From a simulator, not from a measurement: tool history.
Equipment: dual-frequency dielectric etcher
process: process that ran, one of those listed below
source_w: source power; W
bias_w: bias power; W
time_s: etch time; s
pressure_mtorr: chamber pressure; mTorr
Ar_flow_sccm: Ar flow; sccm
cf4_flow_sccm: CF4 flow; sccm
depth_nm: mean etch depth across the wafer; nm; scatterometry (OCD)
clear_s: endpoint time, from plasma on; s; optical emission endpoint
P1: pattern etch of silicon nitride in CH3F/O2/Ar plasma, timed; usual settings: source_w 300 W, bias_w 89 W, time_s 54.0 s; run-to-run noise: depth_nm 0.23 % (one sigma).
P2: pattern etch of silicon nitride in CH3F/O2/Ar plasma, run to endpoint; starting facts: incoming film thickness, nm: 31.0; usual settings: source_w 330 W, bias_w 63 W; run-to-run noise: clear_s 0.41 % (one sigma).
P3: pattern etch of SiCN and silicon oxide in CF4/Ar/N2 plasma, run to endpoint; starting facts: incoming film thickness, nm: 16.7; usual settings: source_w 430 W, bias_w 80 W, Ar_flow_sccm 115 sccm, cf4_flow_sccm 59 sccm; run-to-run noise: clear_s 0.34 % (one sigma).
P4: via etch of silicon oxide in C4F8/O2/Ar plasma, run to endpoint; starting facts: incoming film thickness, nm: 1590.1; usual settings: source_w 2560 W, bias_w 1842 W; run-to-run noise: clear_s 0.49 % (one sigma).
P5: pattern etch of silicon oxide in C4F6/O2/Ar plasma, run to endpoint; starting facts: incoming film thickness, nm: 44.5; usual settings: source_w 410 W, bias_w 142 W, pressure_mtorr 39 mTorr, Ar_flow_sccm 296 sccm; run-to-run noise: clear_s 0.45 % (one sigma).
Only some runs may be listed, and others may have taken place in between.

{"run": 1, "day": 0.542, "process": "P1", "source_w": 300, "bias_w": 89, "time_s": 54.0, "depth_nm": 36.269}
{"run": 2, "day": 0.975, "process": "P1", "source_w": 180, "bias_w": 56, "time_s": 54.0, "depth_nm": 25.171}
{"run": 3, "day": 1.479, "process": "P5", "source_w": 410, "bias_w": 85, "pressure_mtorr": 39, "Ar_flow_sccm": 296, "clear_s": 17.595}
{"run": 4, "day": 2.029, "process": "P1", "source_w": 300, "bias_w": 89, "time_s": 54.0, "depth_nm": 36.122}
{"run": 5, "day": 2.408, "process": "P3", "source_w": 430, "bias_w": 80, "Ar_flow_sccm": 115, "cf4_flow_sccm": 81, "clear_s": 19.741}
{"run": 6, "day": 2.783, "process": "P1", "source_w": 300, "bias_w": 89, "time_s": 54.0, "depth_nm": 36.062}
{"run": 7, "day": 3.075, "process": "P4", "source_w": 2560, "bias_w": 1842, "clear_s": 300.36}
{"run": 8, "day": 3.379, "process": "P5", "source_w": 410, "bias_w": 142, "pressure_mtorr": 31, "Ar_flow_sccm": 296, "clear_s": 15.0}
{"day": 3.562, "done": "bias power generator calibrated"}
{"run": 9, "day": 4.021, "process": "P4", "source_w": 2560, "bias_w": 1085, "clear_s": 343.95}
{"run": 10, "day": 4.429, "process": "P3", "source_w": 430, "bias_w": 113, "Ar_flow_sccm": 115, "cf4_flow_sccm": 59, "clear_s": 18.109}
{"run": 11, "day": 4.917, "process": "P1", "source_w": 300, "bias_w": 89, "time_s": 54.0, "depth_nm": 36.236}
{"run": 12, "day": 5.383, "process": "P3", "source_w": 430, "bias_w": 80, "Ar_flow_sccm": 79, "cf4_flow_sccm": 59, "clear_s": 19.469}
{"run": 13, "day": 6.025, "process": "P1", "source_w": 300, "bias_w": 122, "time_s": 54.0, "depth_nm": 40.819}
{"run": 14, "day": 6.55, "process": "P1", "source_w": 300, "bias_w": 72, "time_s": 54.0, "depth_nm": 33.632}
{"run": 15, "day": 6.925, "process": "P1", "source_w": 390, "bias_w": 89, "time_s": 54.0, "depth_nm": 39.688}
{"run": 16, "day": 7.454, "process": "P3", "source_w": 430, "bias_w": 80, "Ar_flow_sccm": 115, "cf4_flow_sccm": 59, "clear_s": 20.531}
{"run": 17, "day": 7.938, "process": "P2", "source_w": 450, "bias_w": 63, "clear_s": 44.856}
{"run": 18, "day": 8.275, "process": "P1", "source_w": 300, "bias_w": 89, "time_s": 67.0, "depth_nm": 45.015}
{"run": 19, "day": 8.742, "process": "P1", "source_w": 300, "bias_w": 108, "time_s": 32.5, "depth_nm": 23.367}
{"run": 20, "day": 9.304, "process": "P4", "source_w": 3500, "bias_w": 1842, "clear_s": 264.7}
{"run": 21, "day": 9.717, "process": "P1", "source_w": 230, "bias_w": 89, "time_s": 54.0, "depth_nm": 32.813}
{"run": 22, "day": 10.021, "process": "P5", "source_w": 410, "bias_w": 142, "pressure_mtorr": 39, "Ar_flow_sccm": 208, "clear_s": 14.758}
{"day": 10.267, "done": "wet clean of the chamber"}
{"run": 23, "day": 10.483, "process": "P5", "source_w": 520, "bias_w": 142, "pressure_mtorr": 39, "Ar_flow_sccm": 296, "clear_s": 13.992}
{"run": 24, "day": 10.854, "process": "P2", "source_w": 330, "bias_w": 90, "clear_s": 44.174}
{"run": 25, "day": 11.338, "process": "P1", "source_w": 300, "bias_w": 89, "time_s": 29.5, "depth_nm": 19.862}
{"run": 26, "day": 11.825, "process": "P2", "source_w": 330, "bias_w": 63, "clear_s": 50.138}
{"run": 27, "day": 12.446, "process": "P4", "source_w": 2560, "bias_w": 1842, "clear_s": 302.67}
{"run": 28, "day": 12.838, "process": "P3", "source_w": 430, "bias_w": 80, "Ar_flow_sccm": 115, "cf4_flow_sccm": 59, "clear_s": 20.66}
{"run": 29, "day": 13.342, "process": "P3", "source_w": 290, "bias_w": 80, "Ar_flow_sccm": 115, "cf4_flow_sccm": 59, "clear_s": 29.07}
{"run": 30, "day": 13.921, "process": "P5", "source_w": 410, "bias_w": 142, "pressure_mtorr": 39, "Ar_flow_sccm": 296, "clear_s": 15.455}
{"run": 31, "day": 14.4, "process": "P1", "source_w": 300, "bias_w": 89, "time_s": 54.0, "depth_nm": 36.114}
{"run": 32, "day": 14.846, "process": "P1", "source_w": 300, "bias_w": 89, "time_s": 54.0, "depth_nm": 36.291}
{"run": 33, "day": 15.288, "process": "P1", "source_w": 300, "bias_w": 89, "time_s": 54.0, "depth_nm": 36.513}
{"run": 34, "day": 15.9, "process": "P1", "source_w": 300, "bias_w": 89, "time_s": 54.0, "depth_nm": 36.673}
{"run": 35, "day": 16.492, "process": "P1", "source_w": 300, "bias_w": 89, "time_s": 54.0, "depth_nm": 36.707}
{"run": 36, "day": 16.854, "process": "P1", "source_w": 300, "bias_w": 89, "time_s": 54.0, "depth_nm": 36.568}
{"day": 17.308, "done": "wet clean of the chamber"}
{"run": 37, "day": 17.479, "process": "P1", "source_w": 300, "bias_w": 89, "time_s": 54.0, "depth_nm": 36.713}
{"run": 38, "day": 17.95, "process": "P1", "source_w": 300, "bias_w": 89, "time_s": 54.0, "depth_nm": 36.598}
{"run": 39, "day": 18.367, "process": "P1", "source_w": 300, "bias_w": 89, "time_s": 54.0, "depth_nm": 36.652}
{"run": 40, "day": 18.75, "process": "P1", "source_w": 300, "bias_w": 89, "time_s": 54.0, "depth_nm": 36.715}
{"run": 41, "day": 19.208, "process": "P1", "source_w": 300, "bias_w": 89, "time_s": 54.0, "depth_nm": 36.74}
{"run": 42, "day": 19.646, "process": "P1", "source_w": 300, "bias_w": 89, "time_s": 54.0, "depth_nm": 36.737}

What P1 gives has crept off from where it sat before. The 2 causes that follow fit the log equally well, each at the size noted:
A: source power that arrives over what is set, % = 4.57
B: bias power that arrives over what is set, % = 4.64
Creep in the process output first set in at about day 14.400.
What rules out each remaining cause:
chamber walls in a state that raises the etch rate, %: maintenance at day 17.308, after the shift began, did not return the process to its former output

You are offered 4 check runs, listed below with question marks in place of their results; each one averages 2 wafers. Which run separates the listed causes by giving clearly different results for each?
{"run": "check 1", "day": 20.083, "process": "P5", "source_w": 410, "bias_w": 142, "pressure_mtorr": 39, "Ar_flow_sccm": 296, "clear_s": "?"}
{"run": "check 2", "day": 20.083, "process": "P4", "source_w": 2560, "bias_w": 1842, "clear_s": "?"}
{"run": "check 3", "day": 20.083, "process": "P2", "source_w": 330, "bias_w": 63, "clear_s": "?"}
{"run": "check 4", "day": 20.083, "process": "P3", "source_w": 430, "bias_w": 80, "Ar_flow_sccm": 115, "cf4_flow_sccm": 59, "clear_s": "?"}

How each check would come out, cause by cause:
check=check_1 result=clear_s if_A=15.003 if_B=15.064
check=check_2 result=clear_s if_A=294.140 if_B=295.760
check=check_3 result=clear_s if_A=49.430 if_B=49.511
check=check_4 result=clear_s if_A=19.821 if_B=20.273
How far apart the two closest causes lie, in the result that separates them most: check 1 0.41 %; check 2 0.55 %; check 3 0.16 %; check 4 2.25 %
The other checks would show nearly matching results whichever cause is true, so check 4 is the only one that separates the causes.

With check 4 done, the readings were: clear_s 20.247 s. Identify which of the listed causes applies.

B is the cause: bias power that arrives over what is set, %.
